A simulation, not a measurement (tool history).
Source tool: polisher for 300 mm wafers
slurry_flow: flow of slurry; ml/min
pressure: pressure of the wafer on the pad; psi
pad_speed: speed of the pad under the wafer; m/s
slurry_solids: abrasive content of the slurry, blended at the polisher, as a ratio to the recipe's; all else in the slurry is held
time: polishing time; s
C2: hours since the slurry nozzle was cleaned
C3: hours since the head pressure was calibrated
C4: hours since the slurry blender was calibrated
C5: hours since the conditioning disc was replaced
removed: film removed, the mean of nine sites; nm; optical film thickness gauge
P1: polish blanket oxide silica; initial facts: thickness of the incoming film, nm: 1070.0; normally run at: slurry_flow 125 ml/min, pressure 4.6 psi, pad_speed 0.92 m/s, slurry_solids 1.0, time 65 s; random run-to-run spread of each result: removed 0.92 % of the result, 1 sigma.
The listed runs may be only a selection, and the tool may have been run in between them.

Run 1, day 0.708: slurry_flow 125 ml/min, pressure 4.6 psi, pad_speed 0.92 m/s, slurry_solids 1.0, time 65 s; wafers polished on this pad 472; C2 117.5; C3 602.9; C4 227.6; C5 183.6. Result: removed 217.470 nm.
Run 2, day 1.300: slurry_flow 125 ml/min, pressure 4.6 psi, pad_speed 0.92 m/s, slurry_solids 1.0, time 65 s; wafers polished on this pad 583; C2 131.7; C3 617.1; C4 241.8; C5 197.8. Result: removed 212.800 nm.
Run 3, day 1.933: slurry_flow 125 ml/min, pressure 4.6 psi, pad_speed 0.92 m/s, slurry_solids 1.0, time 65 s; wafers polished on this pad 702; C2 146.9; C3 632.3; C4 257.0; C5 213.0. Result: removed 214.720 nm.
Run 4, day 2.412: slurry_flow 125 ml/min, pressure 4.6 psi, pad_speed 0.92 m/s, slurry_solids 0.7, time 65 s; wafers polished on this pad 792; C2 158.4; C3 643.8; C4 268.5; C5 224.5. Result: removed 181.950 nm.
Run 5, day 2.942: slurry_flow 160 ml/min, pressure 4.6 psi, pad_speed 0.92 m/s, slurry_solids 1.0, time 65 s; wafers polished on this pad 891; C2 171.1; C3 656.5; C4 281.2; C5 237.2. Result: removed 225.090 nm.
Run 6, day 3.517: slurry_flow 125 ml/min, pressure 5.8 psi, pad_speed 0.92 m/s, slurry_solids 0.8, time 65 s; wafers polished on this pad 999; C2 184.9; C3 670.3; C4 295.0; C5 251.0. Result: removed 241.860 nm.
Run 7, day 4.046: slurry_flow 125 ml/min, pressure 4.6 psi, pad_speed 0.92 m/s, slurry_solids 1.0, time 65 s; wafers polished on this pad 1098; C2 197.6; C3 683.0; C4 307.7; C5 263.7. Result: removed 214.990 nm.
Run 8, day 4.550: slurry_flow 125 ml/min, pressure 4.6 psi, pad_speed 1.42 m/s, slurry_solids 1.0, time 65 s; wafers polished on this pad 1193; C2 209.7; C3 695.1; C4 319.8; C5 275.8. Result: removed 308.830 nm.
Run 9, day 4.883: slurry_flow 125 ml/min, pressure 4.6 psi, pad_speed 0.92 m/s, slurry_solids 1.0, time 65 s; wafers polished on this pad 1255; C2 217.7; C3 703.1; C4 327.8; C5 283.8. Result: removed 215.320 nm.
Run 10, day 5.608: slurry_flow 125 ml/min, pressure 4.6 psi, pad_speed 0.92 m/s, slurry_solids 1.0, time 65 s; wafers polished on this pad 1392; C2 235.1; C3 720.5; C4 345.2; C5 301.2. Result: removed 216.540 nm.
Run 11, day 5.958: slurry_flow 125 ml/min, pressure 6.1 psi, pad_speed 0.92 m/s, slurry_solids 1.0, time 65 s; wafers polished on this pad 1457; C2 243.5; C3 728.9; C4 353.6; C5 309.6. Result: removed 284.860 nm.
Run 12, day 6.517: slurry_flow 195 ml/min, pressure 4.6 psi, pad_speed 1.42 m/s, slurry_solids 1.0, time 65 s; wafers polished on this pad 1562; C2 256.9; C3 742.3; C4 367.0; C5 323.0. Result: removed 329.610 nm.
Run 13, day 7.008: slurry_flow 125 ml/min, pressure 3.3 psi, pad_speed 0.92 m/s, slurry_solids 1.0, time 83 s; wafers polished on this pad 1654; C2 268.7; C3 754.1; C4 378.8; C5 334.8. Result: removed 198.070 nm.
Run 14, day 7.512: slurry_flow 125 ml/min, pressure 4.6 psi, pad_speed 0.60 m/s, slurry_solids 1.0, time 65 s; wafers polished on this pad 1749; C2 280.8; C3 766.2; C4 390.9; C5 346.9. Result: removed 153.020 nm.
Run 15, day 8.158: slurry_flow 125 ml/min, pressure 4.6 psi, pad_speed 0.92 m/s, slurry_solids 1.0, time 87 s; wafers polished on this pad 1870; C2 296.3; C3 781.7; C4 406.4; C5 362.4. Result: removed 291.320 nm.
Run 16, day 8.825: slurry_flow 75 ml/min, pressure 4.6 psi, pad_speed 0.92 m/s, slurry_solids 1.0, time 65 s; wafers polished on this pad 1995; C2 312.3; C3 797.7; C4 422.4; C5 378.4. Result: removed 189.790 nm.
Run 17, day 9.438: slurry_flow 125 ml/min, pressure 2.1 psi, pad_speed 0.92 m/s, slurry_solids 1.0, time 65 s; wafers polished on this pad 2110; C2 327.0; C3 812.4; C4 437.1; C5 393.1. Result: removed 98.481 nm.
Run 18, day 9.975: slurry_flow 125 ml/min, pressure 4.6 psi, pad_speed 0.92 m/s, slurry_solids 1.0, time 35 s; wafers polished on this pad 2211; C2 339.9; C3 825.3; C4 450.0; C5 406.0. Result: removed 116.160 nm.
Run 19, day 10.438: slurry_flow 125 ml/min, pressure 4.6 psi, pad_speed 0.92 m/s, slurry_solids 1.0, time 65 s; wafers polished on this pad 2298; C2 351.0; C3 836.4; C4 461.1; C5 417.1. Result: removed 216.060 nm.
Run 20, day 11.100: slurry_flow 125 ml/min, pressure 4.6 psi, pad_speed 0.92 m/s, slurry_solids 1.4, time 65 s; wafers polished on this pad 2423; C2 366.9; C3 852.3; C4 477.0; C5 433.0. Result: removed 251.700 nm.
Run 21, day 11.562: slurry_flow 125 ml/min, pressure 4.6 psi, pad_speed 0.92 m/s, slurry_solids 1.0, time 65 s; wafers polished on this pad 2509; C2 378.0; C3 863.4; C4 488.1; C5 444.1. Result: removed 215.620 nm.
Run 22, day 12.204: slurry_flow 125 ml/min, pressure 4.6 psi, pad_speed 0.92 m/s, slurry_solids 1.0, time 65 s; wafers polished on this pad 2630; C2 393.4; C3 878.8; C4 503.5; C5 459.5. Result: removed 204.000 nm.
Run 23, day 12.612: slurry_flow 125 ml/min, pressure 4.6 psi, pad_speed 0.92 m/s, slurry_solids 1.0, time 65 s; wafers polished on this pad 2707; C2 403.2; C3 888.6; C4 513.3; C5 469.3. Result: removed 201.880 nm.
At day 12.850: head pressure recalibrated.
Run 24, day 12.992: slurry_flow 125 ml/min, pressure 4.6 psi, pad_speed 0.92 m/s, slurry_solids 1.0, time 65 s; wafers polished on this pad 2778; C2 412.3; C3 3.4; C4 522.4; C5 478.4. Result: removed 200.080 nm.
At day 12.996: conditioning disc replaced and pad reconditioned.
At day 13.088: worn pad replaced by a new one.
Run 25, day 13.342: slurry_flow 125 ml/min, pressure 4.6 psi, pad_speed 0.92 m/s, slurry_solids 1.0, time 65 s; wafers polished on this pad 47; C2 420.7; C3 11.8; C4 530.8; C5 8.4. Result: removed 197.570 nm.
Run 26, day 13.775: slurry_flow 125 ml/min, pressure 4.6 psi, pad_speed 0.92 m/s, slurry_solids 1.0, time 65 s; wafers polished on this pad 129; C2 431.1; C3 22.2; C4 541.2; C5 18.8. Result: removed 197.700 nm.
Run 27, day 14.125: slurry_flow 125 ml/min, pressure 4.6 psi, pad_speed 0.92 m/s, slurry_solids 1.0, time 65 s; wafers polished on this pad 194; C2 439.5; C3 30.6; C4 549.6; C5 27.2. Result: removed 194.620 nm.
Run 28, day 14.692: slurry_flow 125 ml/min, pressure 4.6 psi, pad_speed 0.92 m/s, slurry_solids 1.0, time 65 s; wafers polished on this pad 301; C2 453.1; C3 44.2; C4 563.2; C5 40.8. Result: removed 197.550 nm.

The log shows P1 creeping away from where it was. Any of the 2 causes listed here, at the size stated for it, fits the log just as well as the others:
A: slurry flow missing at the pad, % = 31.7
B: abrasive missing from the slurry, % = 17.5
The process output started creeping at around day 11.562.
Other possible causes, and why each is ruled out:
removal rate lost through wear of the pad, %: serviced after onset, at day 13.088, with no recovery of the prior output
head's pressure below its setpoint, %: serviced after onset, at day 12.850, with no recovery of the prior output
time polished since the conditioner stopped cutting, s: serviced after onset, at day 12.996, with no recovery of the prior output

Below are 4 check runs, each averaged over 2 wafers, with their results shown as question marks. Which of them would give clearly different results depending on which cause is behind the drift?
Run check 1, day 15.258: slurry_flow 125 ml/min, pressure 2.5 psi, pad_speed 1.24 m/s, slurry_solids 1.00, time 65 s. Result: removed ?.
Run check 2, day 15.258: slurry_flow 125 ml/min, pressure 4.6 psi, pad_speed 0.92 m/s, slurry_solids 0.75, time 65 s. Result: removed ?.
Run check 3, day 15.258: slurry_flow 75 ml/min, pressure 4.6 psi, pad_speed 0.92 m/s, slurry_solids 1.00, time 65 s. Result: removed ?.
Run check 4, day 15.258: slurry_flow 125 ml/min, pressure 4.6 psi, pad_speed 0.68 m/s, slurry_solids 1.00, time 65 s. Result: removed ?.

What each check would give under each cause:
  check   result     if A     if B
check 1  removed  136.050  136.070
check 2  removed  171.220  168.890
check 3  removed  164.500  172.950
check 4  removed  154.810  154.820
Per-check spread between the two closest causes, in the result where they differ most: check 1 0.01 %; check 2 1.37 %; check 3 5.01 %; check 4 0.01 %
Only check 3 tells the causes apart: in the others they would give nearly the same result.

Check 3 has now been run. It gave: removed 173.080 nm. Which of the candidate causes is it?

The cause is B: abrasive missing from the slurry, %.
